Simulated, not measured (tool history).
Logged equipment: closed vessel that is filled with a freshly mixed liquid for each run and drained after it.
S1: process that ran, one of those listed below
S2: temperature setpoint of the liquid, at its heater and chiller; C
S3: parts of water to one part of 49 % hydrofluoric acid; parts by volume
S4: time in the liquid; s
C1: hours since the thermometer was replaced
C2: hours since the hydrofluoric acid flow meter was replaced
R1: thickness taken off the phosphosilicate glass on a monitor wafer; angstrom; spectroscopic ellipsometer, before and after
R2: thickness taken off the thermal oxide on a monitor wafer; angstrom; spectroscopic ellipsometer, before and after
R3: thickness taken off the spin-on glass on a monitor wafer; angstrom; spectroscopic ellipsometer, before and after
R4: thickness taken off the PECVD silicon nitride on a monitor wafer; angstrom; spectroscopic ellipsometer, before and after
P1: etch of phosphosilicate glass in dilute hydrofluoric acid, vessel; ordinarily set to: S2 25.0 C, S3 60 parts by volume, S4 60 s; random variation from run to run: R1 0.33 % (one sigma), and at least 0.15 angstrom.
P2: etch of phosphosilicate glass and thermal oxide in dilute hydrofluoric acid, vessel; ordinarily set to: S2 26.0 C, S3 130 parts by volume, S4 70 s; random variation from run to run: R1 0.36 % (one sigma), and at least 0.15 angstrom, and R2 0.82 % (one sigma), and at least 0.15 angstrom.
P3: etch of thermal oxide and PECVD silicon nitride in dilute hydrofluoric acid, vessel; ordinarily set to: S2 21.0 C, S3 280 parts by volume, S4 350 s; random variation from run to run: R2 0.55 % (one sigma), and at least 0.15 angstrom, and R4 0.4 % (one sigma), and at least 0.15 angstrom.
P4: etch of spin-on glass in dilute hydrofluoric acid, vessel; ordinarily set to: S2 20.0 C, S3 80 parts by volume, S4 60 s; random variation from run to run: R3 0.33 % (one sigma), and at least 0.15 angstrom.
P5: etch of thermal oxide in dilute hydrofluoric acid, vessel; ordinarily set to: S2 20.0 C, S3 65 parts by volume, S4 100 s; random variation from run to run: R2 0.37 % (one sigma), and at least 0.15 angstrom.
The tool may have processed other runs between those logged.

| run | hour | S1 | S2 | S3 | S4 | C1 | C2 | R1 | R2 | R3 | R4 |
|---|---|---|---|---|---|---|---|---|---|---|---|
| 1 | 3.6 | P1 | 25.0 | 60 | 60 | 630.8 | 448.1 | 1123.70 |  |  |  |
| 2 | 6.9 | P5 | 20.0 | 65 | 200 | 634.1 | 451.4 |  | 125.580 |  |  |
| 3 | 12.4 | P4 | 20.0 | 80 | 60 | 639.6 | 456.9 |  |  | 193.10 |  |
| 4 | 18.6 | P1 | 25.0 | 60 | 30 | 645.8 | 463.1 | 558.97 |  |  |  |
| 5 | 22.5 | P2 | 34.0 | 130 | 70 | 649.7 | 467.0 | 434.30 | 34.867 |  |  |
| 6 | 27.0 | P1 | 25.0 | 95 | 60 | 654.2 | 471.5 | 679.08 |  |  |  |
| 7 | 31.8 | P3 | 21.0 | 280 | 675 | 659.0 | 476.3 |  | 81.582 |  | 114.740 |
| 8 | 35.1 | P1 | 25.0 | 60 | 60 | 662.3 | 479.6 | 1129.30 |  |  |  |
| 9 | 38.7 | P1 | 32.0 | 60 | 60 | 665.9 | 483.2 | 1473.40 |  |  |  |
| 10 | 42.7 | P1 | 25.0 | 60 | 60 | 669.9 | 487.2 | 1124.00 |  |  |  |
| 11 | 48.4 | P4 | 27.0 | 80 | 60 | 675.6 | 492.9 |  |  | 254.31 |  |
| 12 | 52.8 | P1 | 25.0 | 60 | 60 | 680.0 | 497.3 | 1121.60 |  |  |  |
| 13 | 56.2 | P5 | 17.0 | 65 | 100 | 683.4 | 500.7 |  | 54.769 |  |  |
| 14 | 61.4 | P2 | 26.0 | 130 | 70 | 688.6 | 505.9 | 325.13 | 25.469 |  |  |
| 15 | 64.5 | P4 | 20.0 | 80 | 120 | 691.7 | 509.0 |  |  | 382.51 |  |
| 16 | 69.9 | P1 | 25.0 | 35 | 60 | 697.1 | 514.4 | 1999.90 |  |  |  |
| 17 | 74.7 | P4 | 20.0 | 110 | 60 | 701.9 | 519.2 |  |  | 134.73 |  |
| 18 | 80.0 | P3 | 21.0 | 280 | 350 | 707.2 | 524.5 |  | 41.777 |  | 60.126 |
| 19 | 83.3 | P1 | 25.0 | 60 | 60 | 710.5 | 527.8 | 1128.50 |  |  |  |
| 20 | 90.0 | P2 | 26.0 | 130 | 30 | 717.2 | 534.5 | 140.32 | 10.907 |  |  |
| 21 | 94.5 | P2 | 26.0 | 30 | 70 | 721.7 | 539.0 | 1608.10 | 128.530 |  |  |
| 22 | 98.6 | P1 | 25.0 | 40 | 100 | 725.8 | 543.1 | 2889.10 |  |  |  |
| 23 | 101.7 | P5 | 20.0 | 30 | 100 | 728.9 | 546.2 |  | 142.660 |  |  |
| 24 | 106.0 | P3 | 21.0 | 70 | 350 | 733.2 | 550.5 |  | 208.410 |  | 230.810 |
| 25 | 109.8 | P1 | 25.0 | 20 | 30 | 737.0 | 554.3 | 1791.00 |  |  |  |
| 26 | 112.9 | P1 | 31.5 | 100 | 60 | 740.1 | 557.4 | 817.18 |  |  |  |
| 27 | 116.4 | P3 | 21.0 | 280 | 350 | 743.6 | 560.9 |  | 41.846 |  | 59.681 |
| 28 | 119.7 | P1 | 25.0 | 60 | 105 | 746.9 | 564.2 | 1963.60 |  |  |  |
| 29 | 123.9 | P1 | 17.0 | 60 | 60 | 751.1 | 568.4 | 800.90 |  |  |  |
| 30 | 130.8 | P5 | 20.0 | 65 | 100 | 758.0 | 575.3 |  | 63.031 |  |  |
| 31 | 135.5 | P2 | 26.0 | 130 | 70 | 762.7 | 580.0 | 326.12 | 25.720 |  |  |
| 32 | 138.5 | P3 | 25.0 | 280 | 350 | 765.7 | 583.0 |  | 47.931 |  | 77.130 |
| 33 | 144.9 | P1 | 25.0 | 60 | 60 | 772.1 | 589.4 | 1118.40 |  |  |  |
| 34 | 147.9 | P1 | 25.0 | 60 | 60 | 775.1 | 592.4 | 1092.50 |  |  |  |
| 35 | 153.3 | P1 | 25.0 | 60 | 60 | 780.5 | 597.8 | 1061.00 |  |  |  |
| 36 | 159.9 | P1 | 25.0 | 60 | 60 | 787.1 | 604.4 | 1035.90 |  |  |  |
| 37 | 164.9 | P1 | 25.0 | 60 | 60 | 792.1 | 609.4 | 1037.20 |  |  |  |
| 38 | 170.7 | P1 | 25.0 | 60 | 60 | 797.9 | 615.2 | 1024.00 |  |  |  |
| 39 | 174.6 | P1 | 25.0 | 60 | 60 | 801.8 | 619.1 | 1023.50 |  |  |  |
| 40 | 180.7 | P1 | 25.0 | 60 | 60 | 807.9 | 625.2 | 1026.40 |  |  |  |

P1 no longer gives what it gave before; its output has crept away from where it was. The following 2 causes, each at its listed size, fit the log equally well:
A: hydrofluoric acid flow below the setpoint (%) = 8.1
B: liquid colder than its thermometer reads (K) = 2.24
The onset of the drift is placed at about hour 144.9.

4 check runs are offered, one wafer each, their results left as question marks. Which one tells the causes apart?
| check 1 | 186.8 | P2 | 33.5 | 60 | 70 |  |  | ? | ? |  |  |
| check 2 | 186.8 | P5 | 17.0 | 65 | 180 |  |  |  | ? |  |  |
| check 3 | 186.8 | P3 | 21.0 | 280 | 505 |  |  |  | ? |  | ? |
| check 4 | 186.8 | P4 | 25.5 | 80 | 105 |  |  |  |  | ? |  |

How each check would come out, cause by cause:
| check | result | if A | if B |
|---|---|---|---|
| check 1 | R1 | 941.90 | 949.26 |
| check 1 | R2 | 74.764 | 75.348 |
| check 2 | R2 | 90.853 | 90.250 |
| check 3 | R2 | 54.149 | 55.484 |
| check 3 | R4 | 79.546 | 74.826 |
| check 4 | R3 | 382.41 | 383.90 |
Per-check spread between the two closest causes, in the result where they differ most: check 1 0.78 %; check 2 0.67 %; check 3 6.12 %; check 4 0.39 %
Of the check runs offered, only check 3 discriminates between the causes; the rest would read about the same regardless of which cause applies.

Check 3 was then run and gave: R2 55.355 angstrom; R4 74.471 angstrom. Which cause is it?

It was cause B: liquid colder than its thermometer reads (K).

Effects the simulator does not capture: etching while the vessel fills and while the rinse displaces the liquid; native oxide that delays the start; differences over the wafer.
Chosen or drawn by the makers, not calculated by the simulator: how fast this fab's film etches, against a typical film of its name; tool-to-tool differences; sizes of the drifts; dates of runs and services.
